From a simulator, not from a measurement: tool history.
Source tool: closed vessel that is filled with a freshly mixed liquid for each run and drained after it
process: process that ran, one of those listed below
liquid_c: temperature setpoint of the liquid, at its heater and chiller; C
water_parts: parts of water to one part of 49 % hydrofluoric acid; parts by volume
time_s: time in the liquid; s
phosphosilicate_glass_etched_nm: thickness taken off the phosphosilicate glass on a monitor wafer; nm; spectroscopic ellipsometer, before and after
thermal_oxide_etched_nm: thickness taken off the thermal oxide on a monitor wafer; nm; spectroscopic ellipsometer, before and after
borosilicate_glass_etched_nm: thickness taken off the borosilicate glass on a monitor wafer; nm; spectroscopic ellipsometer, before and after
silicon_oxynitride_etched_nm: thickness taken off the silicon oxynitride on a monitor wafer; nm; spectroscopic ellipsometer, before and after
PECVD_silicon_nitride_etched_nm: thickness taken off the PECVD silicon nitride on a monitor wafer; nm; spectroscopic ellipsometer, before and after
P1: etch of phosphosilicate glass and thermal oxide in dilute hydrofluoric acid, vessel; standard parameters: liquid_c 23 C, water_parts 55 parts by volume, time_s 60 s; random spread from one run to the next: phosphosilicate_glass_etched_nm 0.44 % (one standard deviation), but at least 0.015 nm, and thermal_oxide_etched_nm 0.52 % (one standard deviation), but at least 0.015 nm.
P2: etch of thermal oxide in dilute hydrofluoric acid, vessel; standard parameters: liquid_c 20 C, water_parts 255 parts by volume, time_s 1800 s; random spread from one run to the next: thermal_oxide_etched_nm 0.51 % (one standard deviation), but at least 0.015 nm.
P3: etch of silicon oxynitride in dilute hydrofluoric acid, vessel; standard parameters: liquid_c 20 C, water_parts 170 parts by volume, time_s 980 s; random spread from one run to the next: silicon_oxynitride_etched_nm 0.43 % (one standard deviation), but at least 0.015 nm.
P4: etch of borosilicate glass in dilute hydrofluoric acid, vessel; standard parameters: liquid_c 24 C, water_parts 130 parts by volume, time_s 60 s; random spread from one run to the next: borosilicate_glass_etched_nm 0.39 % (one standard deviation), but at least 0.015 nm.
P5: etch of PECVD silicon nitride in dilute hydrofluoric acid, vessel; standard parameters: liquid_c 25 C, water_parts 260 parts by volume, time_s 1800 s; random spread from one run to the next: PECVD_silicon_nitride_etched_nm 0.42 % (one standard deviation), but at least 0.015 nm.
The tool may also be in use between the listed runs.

run   hour  process  liquid_c  water_parts  time_s  phosphosilicate_glass_etched_nm  thermal_oxide_etched_nm  borosilicate_glass_etched_nm  silicon_oxynitride_etched_nm  PECVD_silicon_nitride_etched_nm
  1    9.9       P1        23           55      60                           66.814                    5.007
  2     24       P1      17.5           30      60                            99.14                   7.4987
  3   35.3       P1        23           20      30                           95.893                   7.2472
  4   48.3       P1        27           55      60                             78.3                   5.8833
  5   57.2       P2        17          255    1800                                                    20.853
  6   68.9       P4        17          130      60                                                                                  8.8837
  7   80.6       P2        20          255     100                                                    1.2777
  8   92.4       P3        28          170     980                                                                                                                24.657
  9  101.6       P5      31.5          260    1800                                                                                                                                                 28.493
 10  108.6       P2        20          255    1800                                                     23.43
 11    124       P3        20          170     980                                                                                                                17.313
 12  135.7       P1        23           55      60                           66.369                   5.0049
 13  146.7       P1        23           55      60                           66.857                   5.0005
 14  160.7       P1        23           55     105                           115.69                   8.7328
 15  168.4       P5        25          260    1800                                                                                                                                                 19.135
 16  181.7       P1        23           55      30                           33.422                   2.5191
 17  195.1       P4        24          130      60                                                                                  11.856
     202.8  -- hydrofluoric acid flow meter replaced
 18  206.4       P5        25           70    1800                                                                                                                                                 71.116
 19  220.3       P2        20          255    1800                                                    23.561
 20  229.9       P1        17           55      60                            51.77                   3.8772
 21  239.1       P4        24           45      60                                                                                  37.836
 22  254.5       P4        24          130      30                                                                                  5.8871
 23  261.7       P3        20          170     980                                                                                                                17.187
 24  272.3       P3        20          170      70                                                                                                                1.2313
 25  281.5       P1        23           55      60                           66.239                   5.0027
 26  291.9       P4        24          130      60                                                                                    11.9
 27  298.9       P1        23           20      60                           192.18                   14.547
 28    310       P5        25          260     115                                                                                                                                                 1.2353
 29  320.2       P2        20           70    1800                                                     103.3
 30  334.4       P3        20           35     980                                                                                                                93.011
 31  348.1       P1        23           95      60                           36.962                   2.7701
 32  354.8       P1        23           55      60                           66.552                   5.0652
 33  369.8       P1        23           55      60                           63.813                   4.7627
 34  381.8       P1        23           55      60                           62.251                   4.7638
 35  395.6       P1        23           55      60                           61.864                   4.6098
 36  409.7       P1        23           55      60                           61.248                   4.6303
 37  419.6       P1        23           55      60                           60.684                   4.5979
 38  429.6       P1        23           55      60                           60.156                   4.5653
 39  437.8       P1        23           55      60                           59.939                    4.612
 40  446.7       P1        23           55      60                           60.498                   4.6084
 41  461.7       P1        23           55      60                           59.969                   4.5249
 42    471       P1        23           55      60                           60.586                   4.5495

The output of P1 has drifted from where it used to be. Each of the 2 causes below, taken at the size shown beside it, accounts for the log equally well:
A: hydrofluoric acid flow below the setpoint (%) = 8.95
B: liquid colder than its thermometer reads (K) = 2.42
The gradual shift began around hour 354.8.

Of the 4 check runs listed below, each run on one wafer and each result written as a question mark, which would let you distinguish the listed causes because they would give clearly different results?
check 1  480.3       P4      18.5          130      30                                                                                       ?
check 2  480.3       P5        25          115     350                                                                                                                                                      ?
check 3  480.3       P2        20          105    1150                                                         ?
check 4  480.3       P3      26.5          170     980                                                                                                                     ?

If the cause were each of the candidates in turn, the checks would give the following:
  check                           result    if A    if B
check 1     borosilicate_glass_etched_nm  4.2801  4.3092
check 2  PECVD_silicon_nitride_etched_nm   7.666  7.1781
check 3          thermal_oxide_etched_nm  38.077  38.265
check 4     silicon_oxynitride_etched_nm  20.931  20.916
How far apart the two closest causes lie, in the result that separates them most: check 1 0.68 %; check 2 6.58 %; check 3 0.49 %; check 4 0.07 %
Only check 2 tells the causes apart: in the others they would give nearly the same result.

The results of check 2 are: PECVD_silicon_nitride_etched_nm 7.6549 nm. Based on these, which of the listed causes is it?

Of the candidate causes, it is A: hydrofluoric acid flow below the setpoint (%).

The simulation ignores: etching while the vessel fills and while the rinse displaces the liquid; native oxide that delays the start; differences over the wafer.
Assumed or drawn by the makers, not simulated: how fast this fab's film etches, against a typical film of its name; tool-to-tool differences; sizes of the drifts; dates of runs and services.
